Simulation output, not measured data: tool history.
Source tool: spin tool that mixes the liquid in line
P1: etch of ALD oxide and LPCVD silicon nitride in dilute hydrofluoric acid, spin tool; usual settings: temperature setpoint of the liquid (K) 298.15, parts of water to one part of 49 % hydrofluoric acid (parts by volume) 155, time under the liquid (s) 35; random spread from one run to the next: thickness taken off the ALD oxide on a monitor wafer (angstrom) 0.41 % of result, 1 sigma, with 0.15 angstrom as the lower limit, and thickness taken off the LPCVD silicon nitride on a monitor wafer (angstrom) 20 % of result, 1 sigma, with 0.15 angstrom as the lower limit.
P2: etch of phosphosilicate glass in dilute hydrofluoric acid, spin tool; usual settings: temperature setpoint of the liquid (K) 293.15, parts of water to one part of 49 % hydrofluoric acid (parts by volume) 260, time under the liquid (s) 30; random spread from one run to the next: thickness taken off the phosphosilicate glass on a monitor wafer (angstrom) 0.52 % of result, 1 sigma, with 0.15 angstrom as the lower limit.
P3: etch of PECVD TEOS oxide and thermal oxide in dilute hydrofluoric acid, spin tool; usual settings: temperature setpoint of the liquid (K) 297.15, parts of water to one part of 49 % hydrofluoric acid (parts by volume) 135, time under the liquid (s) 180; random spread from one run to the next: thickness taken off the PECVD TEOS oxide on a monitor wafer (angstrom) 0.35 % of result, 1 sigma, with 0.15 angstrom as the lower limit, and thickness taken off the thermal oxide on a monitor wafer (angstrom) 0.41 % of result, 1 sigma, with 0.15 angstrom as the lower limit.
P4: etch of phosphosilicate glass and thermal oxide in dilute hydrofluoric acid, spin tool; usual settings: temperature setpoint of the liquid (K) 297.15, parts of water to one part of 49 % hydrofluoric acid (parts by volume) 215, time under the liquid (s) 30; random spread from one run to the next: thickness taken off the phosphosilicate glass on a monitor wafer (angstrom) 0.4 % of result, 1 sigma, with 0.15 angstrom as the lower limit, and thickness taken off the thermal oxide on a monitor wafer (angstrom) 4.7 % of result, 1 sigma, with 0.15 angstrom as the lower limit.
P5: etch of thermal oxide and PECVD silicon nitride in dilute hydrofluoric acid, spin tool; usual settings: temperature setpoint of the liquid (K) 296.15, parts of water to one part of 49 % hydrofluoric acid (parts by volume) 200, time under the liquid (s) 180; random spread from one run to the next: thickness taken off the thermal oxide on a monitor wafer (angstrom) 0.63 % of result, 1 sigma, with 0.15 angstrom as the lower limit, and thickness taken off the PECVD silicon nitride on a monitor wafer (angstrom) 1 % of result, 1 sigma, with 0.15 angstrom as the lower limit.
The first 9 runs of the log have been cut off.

run,day,process that ran,temperature setpoint of the liquid (K),parts of water to one part of 49 % hydrofluoric acid (parts by volume),time under the liquid (s),thickness taken off the ALD oxide on a monitor wafer (angstrom),thickness taken off the LPCVD silicon nitride on a monitor wafer (angstrom),thickness taken off the phosphosilicate glass on a monitor wafer (angstrom),thickness taken off the thermal oxide on a monitor wafer (angstrom),thickness taken off the PECVD silicon nitride on a monitor wafer (angstrom),thickness taken off the PECVD TEOS oxide on a monitor wafer (angstrom)
10,1.746,P5,296.15,200,180,,,,34.9380,24.419,
11,1.883,P2,293.15,440,30,,,83.378,,,
12,2.008,P1,292.15,155,35,51.176,0.87924,,,,
13,2.175,P1,298.15,25,35,477.080,5.34800,,,,
14,2.362,P2,293.15,260,30,,,164.500,,,
15,2.529,P2,293.15,260,50,,,276.370,,,
16,2.671,P5,304.65,200,180,,,,46.8570,40.218,
17,2.833,P4,297.15,215,30,,,135.580,5.9773,,
18,3.029,P1,298.15,275,35,31.999,0.52868,,,,
19,3.138,P3,304.15,135,180,,,,76.9670,,230.750
20,3.267,P1,298.15,155,35,64.616,0.63160,,,,
21,3.454,P2,290.15,260,30,,,147.540,,,
22,3.629,P1,305.65,155,35,85.096,1.98400,,,,
23,3.738,P3,297.15,135,180,,,,59.4320,,177.770
24,3.946,P5,296.15,200,300,,,,57.4300,40.239,
25,4.117,P4,293.15,215,30,,,116.960,4.8067,,

Predict the results of run 26:
26,4.262,P1,298.15,155,35,?,?,,,,

thickness taken off the ALD oxide on a monitor wafer (angstrom): 65.032
thickness taken off the LPCVD silicon nitride on a monitor wafer (angstrom): 1.41410
